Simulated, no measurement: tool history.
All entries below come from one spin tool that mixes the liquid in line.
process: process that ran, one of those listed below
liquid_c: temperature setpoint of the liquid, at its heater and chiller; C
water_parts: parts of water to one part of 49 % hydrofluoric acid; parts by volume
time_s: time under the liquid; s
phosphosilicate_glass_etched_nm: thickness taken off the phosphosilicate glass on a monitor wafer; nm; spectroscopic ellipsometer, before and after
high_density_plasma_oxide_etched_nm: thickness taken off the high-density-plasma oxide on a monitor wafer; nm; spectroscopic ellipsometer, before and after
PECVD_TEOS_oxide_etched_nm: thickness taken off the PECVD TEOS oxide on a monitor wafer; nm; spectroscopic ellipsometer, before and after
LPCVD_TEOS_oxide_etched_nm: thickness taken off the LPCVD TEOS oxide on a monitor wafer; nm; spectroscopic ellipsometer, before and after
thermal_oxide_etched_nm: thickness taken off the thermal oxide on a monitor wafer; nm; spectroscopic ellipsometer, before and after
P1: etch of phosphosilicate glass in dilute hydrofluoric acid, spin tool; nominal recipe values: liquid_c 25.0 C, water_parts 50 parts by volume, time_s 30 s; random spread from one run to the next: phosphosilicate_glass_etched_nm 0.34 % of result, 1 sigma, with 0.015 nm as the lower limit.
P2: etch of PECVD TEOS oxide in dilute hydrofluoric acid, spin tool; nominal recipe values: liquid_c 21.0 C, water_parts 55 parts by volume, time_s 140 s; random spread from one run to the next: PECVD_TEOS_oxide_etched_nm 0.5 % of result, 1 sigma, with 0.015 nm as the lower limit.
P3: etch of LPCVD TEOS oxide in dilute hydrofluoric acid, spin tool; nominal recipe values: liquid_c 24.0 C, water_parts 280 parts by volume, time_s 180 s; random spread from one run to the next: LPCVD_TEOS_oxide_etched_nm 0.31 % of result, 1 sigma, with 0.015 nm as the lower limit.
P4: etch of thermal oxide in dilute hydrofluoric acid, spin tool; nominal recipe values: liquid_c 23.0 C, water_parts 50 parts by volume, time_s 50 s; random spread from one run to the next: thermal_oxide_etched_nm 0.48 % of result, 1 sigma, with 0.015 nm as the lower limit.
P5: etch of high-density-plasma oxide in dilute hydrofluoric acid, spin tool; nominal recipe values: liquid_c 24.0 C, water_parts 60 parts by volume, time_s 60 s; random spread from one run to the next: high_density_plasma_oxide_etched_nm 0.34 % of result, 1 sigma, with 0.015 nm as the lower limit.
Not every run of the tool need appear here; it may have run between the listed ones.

run,day,process,liquid_c,water_parts,time_s,phosphosilicate_glass_etched_nm,high_density_plasma_oxide_etched_nm,PECVD_TEOS_oxide_etched_nm,LPCVD_TEOS_oxide_etched_nm,thermal_oxide_etched_nm
1,0.396,P1,25.0,50,30,45.106,,,,
2,0.600,P5,30.5,60,60,,8.3674,,,
3,0.921,P5,24.0,90,60,,4.1138,,,
4,1.200,P1,25.0,50,30,44.749,,,,
5,1.629,P2,21.0,25,140,,,84.469,,
6,1.904,P1,18.5,50,30,34.085,,,,
7,2.175,P3,24.0,280,180,,,,8.9282,
8,2.538,P1,17.5,75,30,21.218,,,,
9,2.775,P4,23.0,90,50,,,,,2.7128
10,3.100,P3,24.0,425,180,,,,5.1640,
# day 3.138: thermometer replaced
# day 3.354: hydrofluoric acid flow meter replaced
11,3.488,P1,25.0,50,60,89.802,,,,
12,3.688,P2,21.0,55,140,,,37.017,,
13,4.038,P1,25.0,50,15,22.384,,,,
14,4.467,P3,24.0,280,180,,,,9.0123,
15,4.804,P4,17.5,50,50,,,,,4.0552
16,5.192,P1,25.0,20,30,116.940,,,,
17,5.504,P1,29.0,50,30,52.753,,,,
18,5.892,P1,25.0,50,30,44.985,,,,
19,6.088,P1,25.0,50,30,44.876,,,,
20,6.492,P2,21.0,55,45,,,11.981,,
21,6.783,P1,25.0,50,30,44.747,,,,
22,7.196,P3,24.0,280,350,,,,17.4430,
23,7.617,P5,24.0,60,30,,3.2008,,,
24,7.962,P4,23.0,50,15,,,,,1.5349
25,8.254,P5,24.0,60,60,,6.4515,,,
26,8.550,P2,26.0,55,140,,,44.958,,
27,8.842,P1,25.0,70,30,30.967,,,,
28,9.158,P5,24.0,60,60,,6.4319,,,

What does the tool deliver on the next run?
29,9.579,P3,28.5,280,180,,,,?,

LPCVD_TEOS_oxide_etched_nm: 10.3720 nm
